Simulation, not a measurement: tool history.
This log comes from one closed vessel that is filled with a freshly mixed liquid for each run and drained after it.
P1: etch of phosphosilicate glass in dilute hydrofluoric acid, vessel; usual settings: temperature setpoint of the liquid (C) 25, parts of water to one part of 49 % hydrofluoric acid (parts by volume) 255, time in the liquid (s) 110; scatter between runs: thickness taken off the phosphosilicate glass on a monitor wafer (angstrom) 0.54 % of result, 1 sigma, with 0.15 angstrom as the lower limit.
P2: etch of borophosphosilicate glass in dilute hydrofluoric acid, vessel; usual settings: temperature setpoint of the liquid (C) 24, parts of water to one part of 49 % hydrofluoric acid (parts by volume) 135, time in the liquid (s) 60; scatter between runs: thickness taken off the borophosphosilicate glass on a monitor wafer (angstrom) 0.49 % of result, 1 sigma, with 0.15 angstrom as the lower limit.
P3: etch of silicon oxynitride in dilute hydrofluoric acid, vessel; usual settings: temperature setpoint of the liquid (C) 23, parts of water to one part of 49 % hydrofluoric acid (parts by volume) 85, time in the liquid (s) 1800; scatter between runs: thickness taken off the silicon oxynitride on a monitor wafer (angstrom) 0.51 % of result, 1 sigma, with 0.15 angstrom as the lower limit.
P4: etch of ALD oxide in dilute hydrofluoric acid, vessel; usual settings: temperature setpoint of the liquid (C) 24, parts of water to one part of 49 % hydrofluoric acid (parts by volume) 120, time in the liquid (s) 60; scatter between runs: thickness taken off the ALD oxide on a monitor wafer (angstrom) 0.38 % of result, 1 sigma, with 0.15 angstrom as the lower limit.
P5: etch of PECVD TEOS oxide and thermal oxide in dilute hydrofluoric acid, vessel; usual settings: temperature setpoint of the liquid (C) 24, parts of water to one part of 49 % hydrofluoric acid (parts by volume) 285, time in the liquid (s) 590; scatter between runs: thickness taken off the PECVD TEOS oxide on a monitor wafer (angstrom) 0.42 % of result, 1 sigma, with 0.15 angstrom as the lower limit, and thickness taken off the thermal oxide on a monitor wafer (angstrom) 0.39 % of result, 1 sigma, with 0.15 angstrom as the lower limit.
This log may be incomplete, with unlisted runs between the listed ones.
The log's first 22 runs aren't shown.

| run | hour | process that ran | temperature setpoint of the liquid (C) | parts of water to one part of 49 % hydrofluoric acid (parts by volume) | time in the liquid (s) | hours since the thermometer was replaced | hours since the hydrofluoric acid flow meter was replaced | thickness taken off the phosphosilicate glass on a monitor wafer (angstrom) | thickness taken off the silicon oxynitride on a monitor wafer (angstrom) | thickness taken off the borophosphosilicate glass on a monitor wafer (angstrom) | thickness taken off the PECVD TEOS oxide on a monitor wafer (angstrom) | thickness taken off the thermal oxide on a monitor wafer (angstrom) | thickness taken off the ALD oxide on a monitor wafer (angstrom) |
|---|---|---|---|---|---|---|---|---|---|---|---|---|---|
| 23 | 245 | P5 | 24 | 285 | 590 | 1865.4 | 1426.6 |  |  |  | 310.39 | 79.962 |  |
| 24 | 258.7 | P5 | 24 | 285 | 590 | 1879.1 | 1440.3 |  |  |  | 312.48 | 80.163 |  |
| 25 | 269 | P3 | 23 | 85 | 1800 | 1889.4 | 1450.6 |  | 470.47 |  |  |  |  |
| 26 | 278.2 | P1 | 19.5 | 255 | 110 | 1898.6 | 1459.8 | 326.39 |  |  |  |  |  |
| 27 | 289.4 | P4 | 24 | 215 | 60 | 1909.8 | 1471 |  |  |  |  |  | 82.3 |
| 28 | 302.3 | P1 | 30.5 | 255 | 110 | 1922.7 | 1483.9 | 476.96 |  |  |  |  |  |
| 29 | 311.2 | P1 | 20.5 | 255 | 30 | 1931.6 | 1492.8 | 91.651 |  |  |  |  |  |
| 30 | 323 | P1 | 25 | 255 | 110 | 1943.4 | 1504.6 | 395.92 |  |  |  |  |  |
| 31 | 335.5 | P5 | 24 | 485 | 590 | 1955.9 | 1517.1 |  |  |  | 152.92 | 38.932 |  |
| 32 | 349.3 | P1 | 25 | 435 | 110 | 1969.7 | 1530.9 | 196.36 |  |  |  |  |  |
| 33 | 363.3 | P1 | 25 | 255 | 110 | 1983.7 | 1544.9 | 398.21 |  |  |  |  |  |
| 34 | 370.7 | P1 | 25 | 255 | 110 | 1991.1 | 1552.3 | 388.33 |  |  |  |  |  |
| 35 | 382.7 | P1 | 25 | 255 | 110 | 2003.1 | 1564.3 | 379.45 |  |  |  |  |  |

Predict the results of run 36:
| 36 | 391.4 | P1 | 25 | 255 | 110 | 2011.8 | 1573 | ? |  |  |  |  |  |

thickness taken off the phosphosilicate glass on a monitor wafer (angstrom): 371.61

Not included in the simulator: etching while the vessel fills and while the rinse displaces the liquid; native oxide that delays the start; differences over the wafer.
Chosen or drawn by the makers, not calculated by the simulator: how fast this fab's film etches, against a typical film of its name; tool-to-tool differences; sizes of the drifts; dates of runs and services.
